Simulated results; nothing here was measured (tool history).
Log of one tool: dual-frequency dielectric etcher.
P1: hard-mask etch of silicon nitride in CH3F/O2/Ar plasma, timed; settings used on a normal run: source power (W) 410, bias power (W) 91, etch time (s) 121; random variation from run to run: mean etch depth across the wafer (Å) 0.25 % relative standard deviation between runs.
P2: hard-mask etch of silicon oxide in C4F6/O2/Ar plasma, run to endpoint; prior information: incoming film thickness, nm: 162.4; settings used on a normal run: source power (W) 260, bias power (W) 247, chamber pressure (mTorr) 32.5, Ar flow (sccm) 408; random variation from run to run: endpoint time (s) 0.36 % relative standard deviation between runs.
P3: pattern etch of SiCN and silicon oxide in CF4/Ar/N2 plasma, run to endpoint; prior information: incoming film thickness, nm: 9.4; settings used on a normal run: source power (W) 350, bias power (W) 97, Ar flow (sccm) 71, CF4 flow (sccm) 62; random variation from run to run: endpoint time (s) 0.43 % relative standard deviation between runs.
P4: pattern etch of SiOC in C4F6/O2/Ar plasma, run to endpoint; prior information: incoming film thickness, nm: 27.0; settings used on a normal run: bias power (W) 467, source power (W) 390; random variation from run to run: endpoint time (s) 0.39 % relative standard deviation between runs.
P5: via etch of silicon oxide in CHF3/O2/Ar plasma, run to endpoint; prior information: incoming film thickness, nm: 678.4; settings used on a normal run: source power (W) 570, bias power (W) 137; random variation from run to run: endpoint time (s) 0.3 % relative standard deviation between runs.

run   hour  process that ran  source power (W)  bias power (W)  etch time (s)  Ar flow (sccm)  CF4 flow (sccm)  chamber pressure (mTorr)  hours since the last wet clean  hours since the last source power generator calibration  hours since the last bias power generator calibration  mean etch depth across the wafer (Å)  endpoint time (s)
  1    8.9                P1               410              91            121                                                                                      357.3                                                     1105                                                 1248.1                                914.75
  2   22.4                P3               350              97                             71               62                                                     370.8                                                   1118.5                                                 1261.6                                                   12.121
  3   36.8                P2               260             247                            408                                       32.5                           385.2                                                   1132.9                                                   1276                                                   56.095
  4   52.2                P5               570              89                                                                                                     400.6                                                   1148.3                                                 1291.4                                                   432.74
  5   63.6                P2               260             247                            408                                       25.5                             412                                                   1159.7                                                 1302.8                                                   54.293
      68.3  -- bias power generator calibrated
  6   75.1                P3               350              97                             94               62                                                     423.5                                                   1171.2                                                    6.8                                                    12.68
  7   84.8                P1               410              91            121                                                                                      433.2                                                   1180.9                                                   16.5                                911.16
  8   92.5                P2               260             247                            408                                       32.5                           440.9                                                   1188.6                                                   24.2                                                   55.654
  9    107                P1               410              91            121                                                                                      455.4                                                   1203.1                                                   38.7                                915.89
 10  119.3                P2               260             247                            288                                       32.5                           467.7                                                   1215.4                                                     51                                                    53.81
 11  133.2                P1               410              55            121                                                                                      481.6                                                   1229.3                                                   64.9                                769.74
 12  146.7                P5               570             137                                                                                                     495.1                                                   1242.8                                                   78.4                                                   378.88
 13  157.8                P1               410              91            153                                                                                      506.2                                                   1253.9                                                   89.5                                1153.9
 14    171                P1               510              91            121                                                                                      519.4                                                   1267.1                                                  102.7                                996.69
 15    188                P1               410              91            121                                                                                      536.4                                                   1284.1                                                  119.7                                 918.5
 16  203.3                P2               170             247                            408                                       32.5                           551.7                                                   1299.4                                                    135                                                   65.434
 17  213.2                P1               410             108            121                                                                                      561.6                                                   1309.3                                                  144.9                                973.64
 18  223.5                P2               260             333                            408                                       32.5                           571.9                                                   1319.6                                                  155.2                                                     50.4
 19  235.6                P5               790             137                                                                                                       584                                                   1331.7                                                  167.3                                                   335.12
 20  245.7                P3               350              67                             71               62                                                     594.1                                                   1341.8                                                  177.4                                                   13.814
 21  255.3                P1               410              67             76                                                                                      603.7                                                   1351.4                                                    187                                517.15
 22  271.1                P1               340              91             75                                                                                      619.5                                                   1367.2                                                  202.8                                528.75
 23  284.6                P1               410              91            121                                                                                        633                                                   1380.7                                                  216.3                                915.35
 24  294.7                P4               470             467                                                                                                     643.1                                                   1390.8                                                  226.4                                                   8.8758
 25    304                P3               470              97                             71               62                                                     652.4                                                   1400.1                                                  235.7                                                   9.3886
 26  319.1                P3               350              97                             71               84                                                     667.5                                                   1415.2                                                  250.8                                                   11.834
 27  331.1                P1               410              91           66.5                                                                                      679.5                                                   1427.2                                                  262.8                                504.05
       348  -- source power generator calibrated
 28  348.3                P1               410              69            150                                                                                      696.7                                                      0.4                                                    280                                1028.3
 29  362.9                P1               310              91            121                                                                                      711.3                                                       15                                                  294.6                                825.25
 30  377.9                P4               390             467                                                                                                     726.3                                                       30                                                  309.6                                                   9.4461
 31  395.1                P4               390             656                                                                                                     743.5                                                     47.2                                                  326.8                                                   8.3835
 32  408.8                P1               410              91            121                                                                                      757.2                                                     60.9                                                  340.5                                916.98
 33  417.2                P1               410              91            121                                                                                      765.6                                                     69.3                                                  348.9                                918.44
 34    427                P1               410              91            121                                                                                      775.4                                                     79.1                                                  358.7                                920.02
 35    442                P1               410              91            121                                                                                      790.4                                                     94.1                                                  373.7                                920.52
 36    456                P1               410              91            121                                                                                      804.4                                                    108.1                                                  387.7                                925.02
 37    464                P1               410              91            121                                                                                      812.4                                                    116.1                                                  395.7                                 928.1
 38  481.3                P1               410              91            121                                                                                      829.7                                                    133.4                                                    413                                933.65
 39  492.6                P1               410              91            121                                                                                        841                                                    144.7                                                  424.3                                925.37
     501.4  -- wet clean of the chamber
 40  502.1                P1               410              91            121                                                                                        0.8                                                    154.2                                                  433.8                                930.91
 41  512.9                P1               410              91            121                                                                                       11.6                                                      165                                                  444.6                                   927
 42  520.6                P1               410              91            121                                                                                       19.3                                                    172.7                                                  452.3                                929.72
 43  534.6                P1               410              91            121                                                                                       33.3                                                    186.7                                                  466.3                                926.07

What P1 gives has crept away from where it was. These 2 causes fit the log equally well, each at the size given:
A: source power that arrives over what is set, % = 4.22
B: bias power that arrives over what is set, % = 4.37
The creep began at about hour 408.8.
Ruled out, with reasons:
chamber walls in a state that raises the etch rate, %: maintenance at hour 501.4, after the shift began, did not return the process to its former output

You are offered 4 check runs, listed below with question marks in place of their results; each one averages 3 wafers. Which run separates the listed causes by giving clearly different results for each?
check 1  548.6                P3               350              97                             71               62                                                                                                                                                                                                                                  ?
check 2  548.6                P2               260             247                            408                                       32.5                                                                                                                                                                                                        ?
check 3  548.6                P5               570             137                                                                                                                                                                                                                                                                                  ?
check 4  548.6                P4               390             467                                                                                                                                                                                                                                                                                  ?

Check results expected under each cause:
  check             result    if A    if B
check 1  endpoint time (s)  11.775  12.026
check 2  endpoint time (s)  55.037  55.082
check 3  endpoint time (s)  373.13  374.02
check 4  endpoint time (s)  9.3401  9.3346
Per-check spread between the two closest causes, in the result where they differ most: check 1 2.11 %; check 2 0.08 %; check 3 0.24 %; check 4 0.06 %
The causes can be told apart only by check 1. The other checks would give nearly the same results under each of them.

With check 1 done, the readings were: endpoint time (s) 11.768. Identify which of the listed causes applies.

It was cause A: source power that arrives over what is set, %.
